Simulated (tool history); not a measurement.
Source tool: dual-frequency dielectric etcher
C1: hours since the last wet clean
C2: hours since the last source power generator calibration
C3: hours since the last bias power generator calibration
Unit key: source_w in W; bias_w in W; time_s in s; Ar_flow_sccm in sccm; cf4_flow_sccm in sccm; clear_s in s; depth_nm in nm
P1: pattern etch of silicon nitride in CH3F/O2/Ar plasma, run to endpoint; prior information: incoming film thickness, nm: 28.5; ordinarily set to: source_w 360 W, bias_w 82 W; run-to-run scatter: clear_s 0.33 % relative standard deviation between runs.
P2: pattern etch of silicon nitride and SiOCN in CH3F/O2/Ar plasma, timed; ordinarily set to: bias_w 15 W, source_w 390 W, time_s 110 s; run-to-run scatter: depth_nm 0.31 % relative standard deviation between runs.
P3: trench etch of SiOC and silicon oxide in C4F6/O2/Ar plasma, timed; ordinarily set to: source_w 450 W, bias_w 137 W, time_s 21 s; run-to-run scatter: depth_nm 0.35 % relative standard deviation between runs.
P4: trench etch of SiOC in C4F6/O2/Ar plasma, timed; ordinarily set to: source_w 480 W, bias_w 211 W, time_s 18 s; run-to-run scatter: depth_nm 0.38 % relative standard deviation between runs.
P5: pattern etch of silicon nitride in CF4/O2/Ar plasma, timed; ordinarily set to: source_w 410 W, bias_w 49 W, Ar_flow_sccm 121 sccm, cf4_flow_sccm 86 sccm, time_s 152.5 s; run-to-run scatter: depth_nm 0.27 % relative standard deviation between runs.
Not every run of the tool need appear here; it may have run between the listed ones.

{"run": 1, "day": 0.6, "process": "P1", "source_w": 360, "bias_w": 82, "C1": 247.3, "C2": 1800.2, "C3": 2950.5, "clear_s": 41.104}
{"run": 2, "day": 1.221, "process": "P2", "source_w": 390, "bias_w": 19, "time_s": 110, "C1": 262.2, "C2": 1815.1, "C3": 2965.4, "depth_nm": 13.392}
{"run": 3, "day": 1.567, "process": "P1", "source_w": 270, "bias_w": 101, "C1": 270.5, "C2": 1823.4, "C3": 2973.7, "clear_s": 42.163}
{"run": 4, "day": 2.2, "process": "P5", "source_w": 410, "bias_w": 30, "time_s": 152.5, "Ar_flow_sccm": 121, "cf4_flow_sccm": 86, "C1": 285.7, "C2": 1838.6, "C3": 2988.9, "depth_nm": 188.13}
{"run": 5, "day": 2.733, "process": "P2", "source_w": 390, "bias_w": 15, "time_s": 67, "C1": 298.5, "C2": 1851.4, "C3": 3001.7, "depth_nm": 7.3707}
{"run": 6, "day": 3.35, "process": "P1", "source_w": 360, "bias_w": 82, "C1": 313.3, "C2": 1866.2, "C3": 3016.5, "clear_s": 41.149}
{"run": 7, "day": 3.729, "process": "P1", "source_w": 360, "bias_w": 53, "C1": 322.4, "C2": 1875.3, "C3": 3025.6, "clear_s": 47.677}
{"run": 8, "day": 4.325, "process": "P3", "source_w": 450, "bias_w": 137, "time_s": 21, "C1": 336.7, "C2": 1889.6, "C3": 3039.9, "depth_nm": 39.717}
{"run": 9, "day": 4.812, "process": "P3", "source_w": 450, "bias_w": 137, "time_s": 11.5, "C1": 348.4, "C2": 1901.3, "C3": 3051.6, "depth_nm": 21.847}
{"run": 10, "day": 5.354, "process": "P5", "source_w": 410, "bias_w": 49, "time_s": 152.5, "Ar_flow_sccm": 79, "cf4_flow_sccm": 86, "C1": 361.4, "C2": 1914.3, "C3": 3064.6, "depth_nm": 237.1}
{"run": 11, "day": 5.788, "process": "P4", "source_w": 340, "bias_w": 211, "time_s": 18, "C1": 371.8, "C2": 1924.7, "C3": 3075, "depth_nm": 37.006}
{"run": 12, "day": 6.125, "process": "P5", "source_w": 410, "bias_w": 49, "time_s": 152.5, "Ar_flow_sccm": 121, "cf4_flow_sccm": 86, "C1": 379.9, "C2": 1932.8, "C3": 3083.1, "depth_nm": 226.29}
{"run": 13, "day": 6.717, "process": "P3", "source_w": 450, "bias_w": 137, "time_s": 21, "C1": 394.1, "C2": 1947, "C3": 3097.3, "depth_nm": 39.667}
{"run": 14, "day": 7.054, "process": "P5", "source_w": 560, "bias_w": 49, "time_s": 152.5, "Ar_flow_sccm": 121, "cf4_flow_sccm": 86, "C1": 402.2, "C2": 1955.1, "C3": 3105.4, "depth_nm": 294.97}
{"run": 15, "day": 7.708, "process": "P4", "source_w": 480, "bias_w": 211, "time_s": 27, "C1": 417.9, "C2": 1970.8, "C3": 3121.1, "depth_nm": 63.294}
{"run": 16, "day": 8.15, "process": "P2", "source_w": 390, "bias_w": 15, "time_s": 110, "C1": 428.5, "C2": 1981.4, "C3": 3131.7, "depth_nm": 12.118}
{"run": 17, "day": 8.696, "process": "P1", "source_w": 360, "bias_w": 82, "C1": 441.6, "C2": 1994.5, "C3": 3144.8, "clear_s": 41.09}
{"run": 18, "day": 9.292, "process": "P4", "source_w": 480, "bias_w": 211, "time_s": 18, "C1": 455.9, "C2": 2008.8, "C3": 3159.1, "depth_nm": 42.228}
{"run": 19, "day": 9.933, "process": "P5", "source_w": 410, "bias_w": 49, "time_s": 84, "Ar_flow_sccm": 121, "cf4_flow_sccm": 86, "C1": 471.3, "C2": 2024.2, "C3": 3174.5, "depth_nm": 124.33}
{"run": 20, "day": 10.488, "process": "P1", "source_w": 460, "bias_w": 105, "C1": 484.6, "C2": 2037.5, "C3": 3187.8, "clear_s": 34.052}
{"run": 21, "day": 10.8, "process": "P1", "source_w": 360, "bias_w": 96, "C1": 492.1, "C2": 2045, "C3": 3195.3, "clear_s": 38.607}
{"run": 22, "day": 11.233, "process": "P1", "source_w": 290, "bias_w": 82, "C1": 502.5, "C2": 2055.4, "C3": 3205.7, "clear_s": 44.441}
{"run": 23, "day": 11.812, "process": "P4", "source_w": 480, "bias_w": 211, "time_s": 18, "C1": 516.4, "C2": 2069.3, "C3": 3219.6, "depth_nm": 42.052}
{"run": 24, "day": 12.442, "process": "P3", "source_w": 450, "bias_w": 105, "time_s": 21, "C1": 531.5, "C2": 2084.4, "C3": 3234.7, "depth_nm": 36.787}
{"run": 25, "day": 12.796, "process": "P5", "source_w": 410, "bias_w": 49, "time_s": 152.5, "Ar_flow_sccm": 121, "cf4_flow_sccm": 106, "C1": 540, "C2": 2092.9, "C3": 3243.2, "depth_nm": 230.77}
{"run": 26, "day": 13.288, "process": "P1", "source_w": 360, "bias_w": 82, "C1": 551.8, "C2": 2104.7, "C3": 3255, "clear_s": 40.853}
{"run": 27, "day": 13.708, "process": "P4", "source_w": 480, "bias_w": 259, "time_s": 18, "C1": 561.9, "C2": 2114.8, "C3": 3265.1, "depth_nm": 45.125}
{"run": 28, "day": 14.083, "process": "P1", "source_w": 460, "bias_w": 82, "C1": 570.9, "C2": 2123.8, "C3": 3274.1, "clear_s": 37.303}
{"run": 29, "day": 14.617, "process": "P1", "source_w": 360, "bias_w": 82, "C1": 583.7, "C2": 2136.6, "C3": 3286.9, "clear_s": 41.05}
{"run": 30, "day": 15.133, "process": "P3", "source_w": 340, "bias_w": 137, "time_s": 21, "C1": 596.1, "C2": 2149, "C3": 3299.3, "depth_nm": 35.818}
{"run": 31, "day": 15.658, "process": "P1", "source_w": 240, "bias_w": 61, "C1": 608.7, "C2": 2161.6, "C3": 3311.9, "clear_s": 52.676}
{"run": 32, "day": 16.267, "process": "P2", "source_w": 240, "bias_w": 15, "time_s": 110, "C1": 623.3, "C2": 2176.2, "C3": 3326.5, "depth_nm": 10.24}
{"run": 33, "day": 16.804, "process": "P1", "source_w": 360, "bias_w": 82, "C1": 636.2, "C2": 2189.1, "C3": 3339.4, "clear_s": 40.855}
{"run": 34, "day": 17.433, "process": "P1", "source_w": 360, "bias_w": 82, "C1": 651.3, "C2": 2204.2, "C3": 3354.5, "clear_s": 40.635}
{"run": 35, "day": 17.754, "process": "P1", "source_w": 360, "bias_w": 82, "C1": 659, "C2": 2211.9, "C3": 3362.2, "clear_s": 40.55}
{"day": 18.158, "done": "wet clean of the chamber"}
{"run": 36, "day": 18.367, "process": "P1", "source_w": 360, "bias_w": 82, "C1": 5, "C2": 2226.6, "C3": 3376.9, "clear_s": 40.406}
{"run": 37, "day": 18.817, "process": "P1", "source_w": 360, "bias_w": 82, "C1": 15.8, "C2": 2237.4, "C3": 3387.7, "clear_s": 40.544}
{"run": 38, "day": 19.371, "process": "P1", "source_w": 360, "bias_w": 82, "C1": 29.1, "C2": 2250.7, "C3": 3401, "clear_s": 40.511}
{"run": 39, "day": 19.758, "process": "P1", "source_w": 360, "bias_w": 82, "C1": 38.4, "C2": 2260, "C3": 3410.3, "clear_s": 40.596}
{"run": 40, "day": 20.188, "process": "P1", "source_w": 360, "bias_w": 82, "C1": 48.7, "C2": 2270.3, "C3": 3420.6, "clear_s": 40.137}

Compared with where it was, what P1 gives has crept away. Each cause listed below fits the log as well as the rest, at the size given for it:
A: bias power that arrives over what is set, % = 4.73
B: source power that arrives over what is set, % = 4.49
The drift started at roughly day 16.804.
Every other cause this tool's parts could produce, and why it does not fit the log:
chamber walls in a state that raises the etch rate, %: its service at day 18.158 followed the start of the drift and did not put the process back to its old value

Which of the 4 check runs listed below separates the causes, so that each cause would produce a clearly different result? Each run uses one wafer, and its results are marked with question marks.
{"run": "check 1", "day": 20.617, "process": "P3", "source_w": 450, "bias_w": 137, "time_s": 14.5, "depth_nm": "?"}
{"run": "check 2", "day": 20.617, "process": "P4", "source_w": 370, "bias_w": 211, "time_s": 26.5, "depth_nm": "?"}
{"run": "check 3", "day": 20.617, "process": "P5", "source_w": 410, "bias_w": 32, "time_s": 152.5, "Ar_flow_sccm": 121, "cf4_flow_sccm": 100, "depth_nm": "?"}
{"run": "check 4", "day": 20.617, "process": "P2", "source_w": 260, "bias_w": 15, "time_s": 110, "depth_nm": "?"}

Predicted outcomes, by check and by cause:
check=check_1 result=depth_nm if_A=27.871 if_B=27.976
check=check_2 result=depth_nm if_A=57.002 if_B=57.096
check=check_3 result=depth_nm if_A=199.66 if_B=204.14
check=check_4 result=depth_nm if_A=10.743 if_B=10.7
Smallest distance between any two causes, each pair judged by its most separating result, in per cent: check 1 0.38 %; check 2 0.16 %; check 3 2.22 %; check 4 0.4 %
Only in check 3 would the causes give clearly different results; in the remaining checks their results would be nearly the same.

Running check 3 produced the following: depth_nm 204.31 nm. Which one of the listed causes fits?

It was cause B: source power that arrives over what is set, %.

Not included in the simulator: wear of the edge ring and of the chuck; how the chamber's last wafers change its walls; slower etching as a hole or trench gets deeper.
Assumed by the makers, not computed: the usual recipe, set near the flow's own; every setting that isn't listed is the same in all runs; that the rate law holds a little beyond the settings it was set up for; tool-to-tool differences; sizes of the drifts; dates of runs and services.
